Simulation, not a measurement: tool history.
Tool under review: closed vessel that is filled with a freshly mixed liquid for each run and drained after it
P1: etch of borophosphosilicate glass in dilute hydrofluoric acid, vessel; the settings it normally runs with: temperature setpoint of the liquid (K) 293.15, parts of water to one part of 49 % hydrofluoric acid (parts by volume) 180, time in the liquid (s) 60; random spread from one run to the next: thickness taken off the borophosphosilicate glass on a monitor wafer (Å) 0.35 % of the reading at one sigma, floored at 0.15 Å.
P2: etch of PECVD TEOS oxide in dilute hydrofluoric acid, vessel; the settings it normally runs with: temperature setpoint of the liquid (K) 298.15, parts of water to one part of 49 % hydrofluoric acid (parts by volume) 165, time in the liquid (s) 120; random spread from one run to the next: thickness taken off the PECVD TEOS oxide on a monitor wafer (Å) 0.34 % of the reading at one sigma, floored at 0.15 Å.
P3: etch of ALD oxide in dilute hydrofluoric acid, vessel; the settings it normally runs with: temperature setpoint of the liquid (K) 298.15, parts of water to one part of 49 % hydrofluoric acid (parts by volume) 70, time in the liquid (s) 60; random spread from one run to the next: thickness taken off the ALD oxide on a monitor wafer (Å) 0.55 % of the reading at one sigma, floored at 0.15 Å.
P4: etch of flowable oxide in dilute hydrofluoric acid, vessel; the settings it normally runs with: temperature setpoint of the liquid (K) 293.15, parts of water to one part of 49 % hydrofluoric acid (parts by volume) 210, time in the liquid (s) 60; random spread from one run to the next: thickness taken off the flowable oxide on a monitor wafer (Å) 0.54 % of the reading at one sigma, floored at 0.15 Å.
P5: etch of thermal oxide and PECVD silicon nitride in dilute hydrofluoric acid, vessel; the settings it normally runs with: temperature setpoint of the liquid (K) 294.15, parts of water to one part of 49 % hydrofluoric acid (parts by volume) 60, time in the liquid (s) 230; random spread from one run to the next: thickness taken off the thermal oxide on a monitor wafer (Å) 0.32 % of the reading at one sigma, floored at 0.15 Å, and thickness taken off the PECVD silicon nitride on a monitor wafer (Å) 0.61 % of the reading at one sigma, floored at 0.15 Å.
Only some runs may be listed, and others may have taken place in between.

run,hour,process that ran,temperature setpoint of the liquid (K),parts of water to one part of 49 % hydrofluoric acid (parts by volume),time in the liquid (s),thickness taken off the borophosphosilicate glass on a monitor wafer (Å),thickness taken off the PECVD TEOS oxide on a monitor wafer (Å),thickness taken off the thermal oxide on a monitor wafer (Å),thickness taken off the PECVD silicon nitride on a monitor wafer (Å),thickness taken off the flowable oxide on a monitor wafer (Å),thickness taken off the ALD oxide on a monitor wafer (Å)
1,3.2,P1,293.15,180,60,166.84,,,,,
2,6.5,P2,298.15,165,55,,85.967,,,,
3,11.2,P5,294.15,105,230,,,92.524,29.843,,
4,16.3,P1,293.15,180,60,168.03,,,,,
5,20.1,P2,298.15,165,120,,185.8,,,,
6,23.1,P2,298.15,80,120,,423.01,,,,
7,27.9,P1,290.15,180,95,235.54,,,,,
8,30.3,P4,293.15,210,60,,,,,79.001,
9,34,P3,298.15,115,60,,,,,,106.85
10,37.9,P1,290.15,180,115,286.58,,,,,
11,41.7,P1,293.15,180,60,168.49,,,,,
12,46.5,P4,297.65,210,60,,,,,93.669,
13,49.9,P3,290.65,70,60,,,,,,134.78
14,54.8,P1,293.15,320,60,82.993,,,,,
15,57.6,P5,294.15,60,230,,,171.17,51.793,,
16,62.8,P1,293.15,180,60,167.52,,,,,
17,66.9,P5,294.15,60,230,,,171.41,52.529,,
18,71.4,P1,290.15,245,60,103.43,,,,,
19,76,P3,298.15,70,30,,,,,,92.685
20,79.1,P5,294.15,60,115,,,85.677,26.147,,
21,81.9,P1,290.15,180,60,149.85,,,,,
22,84.7,P5,300.65,60,230,,,222.33,80.917,,
23,88.2,P1,293.15,180,90,251.04,,,,,
24,92.8,P4,293.15,210,60,,,,,78.996,
25,97.8,P1,293.15,180,60,167.22,,,,,
26,101.1,P3,298.15,70,60,,,,,,186.08
27,104.6,P1,293.15,180,30,83.912,,,,,
28,108.5,P4,293.15,315,60,,,,,46.825,
29,112.4,P1,293.15,90,60,366.35,,,,,
30,115.6,P2,305.15,165,120,,239.88,,,,
31,119.1,P1,293.15,180,60,167.7,,,,,
32,123.3,P1,300.15,180,60,217.67,,,,,
33,127.7,P4,293.15,210,30,,,,,39.165,
34,131.8,P1,293.15,180,60,168.72,,,,,
35,135,P1,293.15,180,60,164.1,,,,,
36,139.7,P1,293.15,180,60,161.76,,,,,
37,143.6,P1,293.15,180,60,158.98,,,,,
38,146.2,P1,293.15,180,60,158.04,,,,,
39,148.4,P1,293.15,180,60,157.21,,,,,
40,153.6,P1,293.15,180,60,156.47,,,,,
41,158.1,P1,293.15,180,60,156.75,,,,,
42,161.1,P1,293.15,180,60,155.14,,,,,
43,166.1,P1,293.15,180,60,156.47,,,,,
44,169.8,P1,293.15,180,60,155.12,,,,,

Something has made what P1 gives creep away from where it was; the 2 causes below, each at its own stated size, fit the log equally well:
A: hydrofluoric acid flow below the setpoint (%) = 5.98
B: liquid colder than its thermometer reads (K) = 1.86
At approximately hour 131.8, the process output began to creep.

Consider the 4 single-wafer check runs listed below, results given as question marks: which one distinguishes between the causes by giving clearly different results for each?
check 1,173.5,P2,303.65,90,120,,?,,,,
check 2,173.5,P5,294.15,105,230,,,?,?,,
check 3,173.5,P4,297.65,210,60,,,,,?,
check 4,173.5,P3,298.15,115,60,,,,,,?

Check results expected under each cause:
check,result,if A,if B
check 1,thickness taken off the PECVD TEOS oxide on a monitor wafer (Å),429.49,429.18
check 2,thickness taken off the thermal oxide on a monitor wafer (Å),86.488,85.895
check 2,thickness taken off the PECVD silicon nitride on a monitor wafer (Å),28.371,26.561
check 3,thickness taken off the flowable oxide on a monitor wafer (Å),86.202,86.834
check 4,thickness taken off the ALD oxide on a monitor wafer (Å),99.065,98.84
Gap, in per cent, between the two causes that each check separates least, read from the result that separates them most: check 1 0.07 %; check 2 6.59 %; check 3 0.73 %; check 4 0.23 %
Only check 2 tells the causes apart: in the others they would give nearly the same result.

Check 2 was then run and gave: thickness taken off the thermal oxide on a monitor wafer (Å) 85.738; thickness taken off the PECVD silicon nitride on a monitor wafer (Å) 26.785. Which cause is it?

Of the candidate causes, it is B: liquid colder than its thermometer reads (K).
